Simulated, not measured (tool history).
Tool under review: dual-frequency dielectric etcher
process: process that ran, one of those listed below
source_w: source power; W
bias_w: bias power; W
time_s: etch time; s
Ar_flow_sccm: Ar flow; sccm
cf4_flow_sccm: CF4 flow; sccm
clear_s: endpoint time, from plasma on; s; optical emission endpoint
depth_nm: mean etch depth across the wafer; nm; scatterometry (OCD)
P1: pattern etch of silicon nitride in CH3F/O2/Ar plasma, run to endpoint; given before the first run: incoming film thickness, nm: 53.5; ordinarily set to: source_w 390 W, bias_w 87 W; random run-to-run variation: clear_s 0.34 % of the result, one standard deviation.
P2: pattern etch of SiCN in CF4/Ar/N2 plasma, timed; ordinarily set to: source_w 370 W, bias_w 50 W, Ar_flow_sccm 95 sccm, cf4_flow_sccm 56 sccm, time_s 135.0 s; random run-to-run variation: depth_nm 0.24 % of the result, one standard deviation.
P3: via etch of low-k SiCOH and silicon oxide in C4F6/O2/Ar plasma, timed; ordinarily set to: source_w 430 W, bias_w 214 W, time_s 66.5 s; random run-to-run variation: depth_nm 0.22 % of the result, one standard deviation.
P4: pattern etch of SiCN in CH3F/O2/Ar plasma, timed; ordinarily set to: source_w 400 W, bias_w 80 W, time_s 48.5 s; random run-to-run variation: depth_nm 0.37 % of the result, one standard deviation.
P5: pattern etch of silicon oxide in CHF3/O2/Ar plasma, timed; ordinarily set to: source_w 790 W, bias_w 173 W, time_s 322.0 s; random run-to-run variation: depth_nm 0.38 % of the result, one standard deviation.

run,day,process,source_w,bias_w,time_s,Ar_flow_sccm,cf4_flow_sccm,hours since the last wet clean,hours since the last source power generator calibration,hours since the last bias power generator calibration,clear_s,depth_nm
1,0.283,P1,390,87,,,,143.0,687.7,1852.2,73.188,
2,0.533,P4,510,80,48.5,,,149.0,693.7,1858.2,,20.720
3,0.858,P2,370,50,135.0,95,66,156.8,701.5,1866.0,,84.730
4,1.179,P2,510,50,135.0,95,56,164.5,709.2,1873.7,,109.680
5,1.633,P1,390,87,,,,175.4,720.1,1884.6,73.137,
6,2.138,P1,390,87,,,,187.5,732.2,1896.7,73.363,
7,2.412,P3,430,214,66.5,,,194.1,738.8,1903.3,,190.320
8,2.692,P5,790,173,322.0,,,200.8,745.5,1910.0,,690.640
9,3.062,P3,290,214,66.5,,,209.7,754.4,1918.9,,163.660
10,3.388,P2,370,50,135.0,95,56,217.5,762.2,1926.7,,82.445
11,3.867,P5,950,173,322.0,,,229.0,773.7,1938.2,,744.030
12,4.167,P1,500,52,,,,236.2,780.9,1945.4,79.150,
13,4.421,P2,370,50,135.0,59,56,242.3,787.0,1951.5,,88.860
14,4.838,P2,370,67,135.0,95,56,252.3,797.0,1961.5,,91.562
15,5.158,P3,430,300,66.5,,,260.0,804.7,1969.2,,213.110
16,5.396,P1,230,87,,,,265.7,810.4,1974.9,89.087,
17,5.908,P4,400,102,48.5,,,278.0,822.7,1987.2,,20.668
18,6.358,P4,400,80,28.5,,,288.8,833.5,1998.0,,11.079
19,6.788,P2,370,50,135.0,95,56,299.1,843.8,2008.3,,82.361
# day 7.129: bias power generator calibrated
20,7.133,P5,790,124,322.0,,,307.4,852.1,0.1,,620.040
21,7.425,P1,390,87,,,,314.4,859.1,7.1,73.011,
22,7.729,P1,390,87,,,,321.7,866.4,14.4,73.179,
23,8.108,P4,400,80,48.5,,,330.8,875.5,23.5,,18.869
24,8.421,P1,390,65,,,,338.3,883.0,31.0,80.933,
25,8.925,P1,280,57,,,,350.4,895.1,43.1,95.972,
26,9.412,P2,370,50,176.5,95,56,362.1,906.8,54.8,,107.880
27,9.696,P1,390,112,,,,368.9,913.6,61.6,66.382,
28,10.196,P3,430,214,66.5,,,380.9,925.6,73.6,,190.780
29,10.546,P1,470,87,,,,389.3,934.0,82.0,68.089,
30,10.917,P5,790,173,460.0,,,398.2,942.9,90.9,,994.050
31,11.321,P3,430,214,43.0,,,407.9,952.6,100.6,,122.650
32,11.696,P1,390,87,,,,416.9,961.6,109.6,73.513,
33,12.000,P1,390,87,,,,424.2,968.9,116.9,73.661,
34,12.233,P1,390,87,,,,429.8,974.5,122.5,73.767,
35,12.625,P1,390,87,,,,439.2,983.9,131.9,74.410,
36,12.854,P1,390,87,,,,444.7,989.4,137.4,74.066,
37,13.175,P1,390,87,,,,452.4,997.1,145.1,74.783,
38,13.492,P1,390,87,,,,460.0,1004.7,152.7,74.519,
# day 13.550: wet clean of the chamber
39,13.854,P1,390,87,,,,7.4,1013.4,161.4,74.326,
40,14.233,P1,390,87,,,,16.5,1022.5,170.5,74.283,

The output of P1 has drifted from where it used to be. Each of the 2 causes below, taken at the size shown beside it, accounts for the log equally well:
A: source power that arrives under what is set, % = 4.39
B: bias power that arrives under what is set, % = 4.61
Onset of the creep was near day 11.696.
Why every other cause is out:
chamber walls in a state that lowers the etch rate, %: work on it at day 13.550, done after the drift set in, did not restore what the process gave before

Consider the 4 single-wafer check runs listed below, results given as question marks: which one distinguishes between the causes by giving clearly different results for each?
check 1,14.612,P5,790,124,412.5,,,,,,,?
check 2,14.612,P3,430,270,66.5,,,,,,,?
check 3,14.612,P4,480,80,29.5,,,,,,,?
check 4,14.612,P2,370,64,135.0,95,56,,,,,?

If the cause were each of the candidates in turn, the checks would give the following:
check,result,if A,if B
check 1,depth_nm,781.020,783.740
check 2,depth_nm,202.320,202.530
check 3,depth_nm,12.105,12.106
check 4,depth_nm,86.347,88.336
Separation of the two closest causes in each check, using whichever result separates them best: check 1 0.35 %; check 2 0.11 %; check 3 0.01 %; check 4 2.28 %
Check 4 tells the causes apart: in the others they would give nearly the same result.

Check 4 has now been run. It gave: depth_nm 86.408 nm. Which of the candidate causes is it?

It is A: source power that arrives under what is set, %.
